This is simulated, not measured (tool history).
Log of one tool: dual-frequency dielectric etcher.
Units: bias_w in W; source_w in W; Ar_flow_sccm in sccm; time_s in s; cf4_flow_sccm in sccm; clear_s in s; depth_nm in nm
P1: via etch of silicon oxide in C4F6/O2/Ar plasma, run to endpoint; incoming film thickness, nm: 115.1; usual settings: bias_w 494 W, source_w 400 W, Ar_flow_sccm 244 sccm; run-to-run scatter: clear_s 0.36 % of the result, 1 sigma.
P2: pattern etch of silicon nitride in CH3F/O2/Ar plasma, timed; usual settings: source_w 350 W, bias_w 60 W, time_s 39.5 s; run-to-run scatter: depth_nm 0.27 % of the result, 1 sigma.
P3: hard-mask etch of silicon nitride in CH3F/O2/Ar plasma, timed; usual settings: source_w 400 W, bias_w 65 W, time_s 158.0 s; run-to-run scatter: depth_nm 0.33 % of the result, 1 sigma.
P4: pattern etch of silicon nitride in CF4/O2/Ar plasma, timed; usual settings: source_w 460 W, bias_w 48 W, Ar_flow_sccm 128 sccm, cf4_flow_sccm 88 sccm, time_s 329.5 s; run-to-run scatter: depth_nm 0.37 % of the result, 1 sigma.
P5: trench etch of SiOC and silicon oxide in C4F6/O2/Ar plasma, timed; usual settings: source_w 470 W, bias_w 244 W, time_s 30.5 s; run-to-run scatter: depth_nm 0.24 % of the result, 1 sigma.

run	hour	process	bias_w	source_w	Ar_flow_sccm	time_s	cf4_flow_sccm	clear_s	depth_nm
1	17.0	P1	494	400	244			25.342	
2	29.3	P2	60	270		39.5			22.432
3	39.8	P5	244	470		30.5			70.452
4	58.9	P1	616	280	244			26.414	
5	68.3	P4	48	460	128	207.0	88		341.440
6	87.2	P1	347	400	159			27.493	
7	104.2	P1	494	400	244			25.230	
8	116.1	P3	65	400		220.0			149.130
9	130.1	P5	244	470		30.5			70.710
10	140.0	P4	48	460	128	329.5	88		538.900
11	154.8	P1	494	400	343			26.275	
12	166.3	P1	315	400	244			29.754	
13	179.7	P4	48	460	76	329.5	88		574.550
14	195.7	P2	60	350		26.0			16.252
15	213.4	P4	48	460	128	329.5	121		562.460
16	223.0	P4	48	290	128	329.5	88		361.380
17	233.4	P1	648	400	244			22.747	
18	242.3	P1	494	540	244			22.618	
19	258.2	P1	494	400	244			25.403	
20	274.6	P1	494	400	244			25.215	
21	286.1	P1	494	310	244			27.757	

Run 22 comes next. What will it give?
22	303.6	P3	65	550		158.0			?

Run 22 gave depth_nm 120.780 nm.

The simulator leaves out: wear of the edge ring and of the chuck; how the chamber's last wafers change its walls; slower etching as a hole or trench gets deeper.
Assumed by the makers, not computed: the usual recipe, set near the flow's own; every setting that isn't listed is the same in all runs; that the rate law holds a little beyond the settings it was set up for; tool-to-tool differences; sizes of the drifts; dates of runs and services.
